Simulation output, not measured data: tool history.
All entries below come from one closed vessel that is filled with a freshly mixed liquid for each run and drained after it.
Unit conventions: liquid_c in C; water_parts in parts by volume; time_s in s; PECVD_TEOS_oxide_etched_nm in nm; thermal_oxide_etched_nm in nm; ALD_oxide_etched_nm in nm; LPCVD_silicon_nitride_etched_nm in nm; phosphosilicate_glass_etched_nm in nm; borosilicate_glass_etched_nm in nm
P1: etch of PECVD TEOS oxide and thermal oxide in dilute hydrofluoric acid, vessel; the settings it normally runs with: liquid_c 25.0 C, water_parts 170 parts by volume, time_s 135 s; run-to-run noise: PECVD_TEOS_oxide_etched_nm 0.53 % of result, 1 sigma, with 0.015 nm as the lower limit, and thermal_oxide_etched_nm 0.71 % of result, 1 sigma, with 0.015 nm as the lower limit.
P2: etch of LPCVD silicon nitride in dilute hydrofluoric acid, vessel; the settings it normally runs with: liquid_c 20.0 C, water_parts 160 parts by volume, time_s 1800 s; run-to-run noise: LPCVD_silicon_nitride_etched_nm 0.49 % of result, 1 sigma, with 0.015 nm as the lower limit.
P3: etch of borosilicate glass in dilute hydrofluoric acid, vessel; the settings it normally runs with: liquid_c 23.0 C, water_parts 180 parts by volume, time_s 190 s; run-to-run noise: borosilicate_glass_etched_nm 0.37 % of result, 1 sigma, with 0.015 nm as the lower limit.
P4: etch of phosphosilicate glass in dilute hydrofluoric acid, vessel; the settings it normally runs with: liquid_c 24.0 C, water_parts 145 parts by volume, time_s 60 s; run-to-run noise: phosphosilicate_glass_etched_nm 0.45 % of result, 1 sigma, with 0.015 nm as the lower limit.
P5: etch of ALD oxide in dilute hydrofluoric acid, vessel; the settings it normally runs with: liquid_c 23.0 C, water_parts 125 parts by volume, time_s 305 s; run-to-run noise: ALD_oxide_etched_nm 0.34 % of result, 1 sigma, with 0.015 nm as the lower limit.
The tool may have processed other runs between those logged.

| run | hour | process | liquid_c | water_parts | time_s | hours since the thermometer was replaced | hours since the hydrofluoric acid flow meter was replaced | PECVD_TEOS_oxide_etched_nm | thermal_oxide_etched_nm | ALD_oxide_etched_nm | LPCVD_silicon_nitride_etched_nm | phosphosilicate_glass_etched_nm | borosilicate_glass_etched_nm |
|---|---|---|---|---|---|---|---|---|---|---|---|---|---|
| 1 | 8.2 | P1 | 25.0 | 170 | 135 | 767.1 | 793.8 | 8.9036 | 3.60640 |  |  |  |  |
| 2 | 12.7 | P1 | 25.0 | 170 | 135 | 771.6 | 798.3 | 8.8885 | 3.62050 |  |  |  |  |
| 3 | 17.4 | P5 | 23.0 | 125 | 465 | 776.3 | 803.0 |  |  | 52.255 |  |  |  |
| 4 | 25.1 | P2 | 20.0 | 230 | 1800 | 784.0 | 810.7 |  |  |  | 2.9278 |  |  |
| 5 | 31.6 | P4 | 18.0 | 145 | 60 | 790.5 | 817.2 |  |  |  |  | 38.219 |  |
| 6 | 37.5 | P1 | 25.0 | 170 | 135 | 796.4 | 823.1 | 8.8062 | 3.61990 |  |  |  |  |
| 7 | 44.3 | P2 | 17.0 | 160 | 1800 | 803.2 | 829.9 |  |  |  | 3.4174 |  |  |
| 8 | 51.5 | P1 | 25.0 | 70 | 75 | 810.4 | 837.1 | 13.3910 | 5.48830 |  |  |  |  |
| 9 | 60.0 | P4 | 24.0 | 145 | 60 | 818.9 | 845.6 |  |  |  |  | 48.907 |  |
| 10 | 65.1 | P5 | 29.0 | 125 | 305 | 824.0 | 850.7 |  |  | 43.070 |  |  |  |
| 11 | 70.9 | P3 | 23.0 | 250 | 190 | 829.8 | 856.5 |  |  |  |  |  | 13.296 |
| 12 | 76.4 | P5 | 23.0 | 210 | 305 | 835.3 | 862.0 |  |  | 18.670 |  |  |  |
| 13 | 80.3 | P1 | 25.0 | 170 | 135 | 839.2 | 865.9 | 8.8498 | 3.56190 |  |  |  |  |
| 14 | 85.2 | P4 | 24.0 | 145 | 90 | 844.1 | 870.8 |  |  |  |  | 72.726 |  |
| 15 | 89.0 | P1 | 17.5 | 170 | 135 | 847.9 | 874.6 | 6.5680 | 2.67980 |  |  |  |  |
| 16 | 93.8 | P1 | 25.0 | 295 | 135 | 852.7 | 879.4 | 4.4933 | 1.80220 |  |  |  |  |
| 17 | 99.7 | P2 | 20.0 | 160 | 435 | 858.6 | 885.3 |  |  |  | 1.0465 |  |  |
| 18 | 104.8 | P3 | 29.5 | 180 | 190 | 863.7 | 890.4 |  |  |  |  |  | 25.258 |
| 19 | 109.9 | P3 | 23.0 | 180 | 315 | 868.8 | 895.5 |  |  |  |  |  | 33.060 |
| 20 | 115.7 | P1 | 25.0 | 40 | 135 | 874.6 | 901.3 | 44.2810 | 17.86600 |  |  |  |  |
| 21 | 123.6 | P3 | 23.0 | 180 | 190 | 882.5 | 909.2 |  |  |  |  |  | 19.897 |
| 22 | 127.4 | P5 | 23.0 | 125 | 305 | 886.3 | 913.0 |  |  | 34.438 |  |  |  |
| 23 | 131.7 | P4 | 24.0 | 235 | 60 | 890.6 | 917.3 |  |  |  |  | 27.180 |  |
| 24 | 139.1 | P3 | 23.0 | 180 | 190 | 898.0 | 924.7 |  |  |  |  |  | 19.860 |
| 25 | 144.7 | P1 | 32.5 | 170 | 135 | 903.6 | 930.3 | 11.5590 | 4.70670 |  |  |  |  |
| 26 | 152.8 | P1 | 25.0 | 170 | 135 | 911.7 | 938.4 | 8.7977 | 3.55150 |  |  |  |  |
| 27 | 158.1 | P1 | 25.0 | 170 | 35 | 917.0 | 943.7 | 2.2901 | 0.92215 |  |  |  |  |
| 28 | 165.2 | P1 | 25.0 | 170 | 210 | 924.1 | 950.8 | 13.7560 | 5.61440 |  |  |  |  |
| 29 | 169.5 | P1 | 25.0 | 170 | 135 | 928.4 | 955.1 | 8.8011 | 3.56190 |  |  |  |  |
| 30 | 176.9 | P1 | 31.0 | 235 | 135 | 935.8 | 962.5 | 7.3417 | 2.92260 |  |  |  |  |
| 31 | 184.3 | P5 | 23.0 | 125 | 305 | 943.2 | 969.9 |  |  | 34.284 |  |  |  |
| 32 | 190.6 | P2 | 20.0 | 160 | 1800 | 949.5 | 976.2 |  |  |  | 4.1928 |  |  |
| 33 | 196.8 | P1 | 18.5 | 170 | 220 | 955.7 | 982.4 | 11.2510 | 4.50560 |  |  |  |  |
| 34 | 204.8 | P1 | 25.0 | 170 | 135 | 963.7 | 990.4 | 8.8207 | 3.57030 |  |  |  |  |
| 35 | 210.1 | P1 | 25.0 | 170 | 135 | 969.0 | 995.7 | 8.6027 | 3.49790 |  |  |  |  |
| 36 | 215.6 | P1 | 25.0 | 170 | 135 | 974.5 | 1001.2 | 8.3977 | 3.39360 |  |  |  |  |
| 37 | 223.3 | P1 | 25.0 | 170 | 135 | 982.2 | 1008.9 | 8.3163 | 3.38990 |  |  |  |  |
| 38 | 231.4 | P1 | 25.0 | 170 | 135 | 990.3 | 1017.0 | 8.2406 | 3.30390 |  |  |  |  |
| 39 | 237.6 | P1 | 25.0 | 170 | 135 | 996.5 | 1023.2 | 8.1814 | 3.31090 |  |  |  |  |
| 40 | 243.7 | P1 | 25.0 | 170 | 135 | 1002.6 | 1029.3 | 8.2200 | 3.28540 |  |  |  |  |
| 41 | 249.0 | P1 | 25.0 | 170 | 135 | 1007.9 | 1034.6 | 8.2110 | 3.30490 |  |  |  |  |
| 42 | 255.5 | P1 | 25.0 | 170 | 135 | 1014.4 | 1041.1 | 8.1755 | 3.30090 |  |  |  |  |
| 43 | 262.6 | P1 | 25.0 | 170 | 135 | 1021.5 | 1048.2 | 8.1895 | 3.30320 |  |  |  |  |

What P1 gives has crept away from where it was. These 2 causes fit the log equally well, each at the size given:
A: liquid colder than its thermometer reads (K) = 2.25
B: hydrofluoric acid flow below the setpoint (%) = 6.82
The gradual shift began around hour 204.8.

Below are 4 check runs, each on a single wafer, with their results shown as question marks. Which of them would tell the listed causes apart, meaning the causes would give clearly different results under it?
| check 1 | 269.7 | P4 | 24.0 | 230 | 60 |  |  |  |  |  |  | ? |  |
| check 2 | 269.7 | P3 | 27.0 | 180 | 290 |  |  |  |  |  |  |  | ? |
| check 3 | 269.7 | P2 | 17.0 | 160 | 810 |  |  |  |  |  | ? |  |  |
| check 4 | 269.7 | P5 | 23.0 | 175 | 305 |  |  |  |  | ? |  |  |  |

Outcome of each check run for each possible cause:
| check | result | if A | if B |
|---|---|---|---|
| check 1 | phosphosilicate_glass_etched_nm | 25.768 | 25.630 |
| check 2 | borosilicate_glass_etched_nm | 32.360 | 32.250 |
| check 3 | LPCVD_silicon_nitride_etched_nm | 1.3241 | 1.4450 |
| check 4 | ALD_oxide_etched_nm | 21.278 | 21.322 |
Distance between the nearest two causes, measured in the result of the check that separates them most: check 1 0.54 %; check 2 0.34 %; check 3 8.73 %; check 4 0.21 %
Check 3 tells the causes apart: in the others they would give nearly the same result.

After running check 3, the following was obtained: LPCVD_silicon_nitride_etched_nm 1.4602 nm. Which cause does this point to?

The cause is B: hydrofluoric acid flow below the setpoint (%).

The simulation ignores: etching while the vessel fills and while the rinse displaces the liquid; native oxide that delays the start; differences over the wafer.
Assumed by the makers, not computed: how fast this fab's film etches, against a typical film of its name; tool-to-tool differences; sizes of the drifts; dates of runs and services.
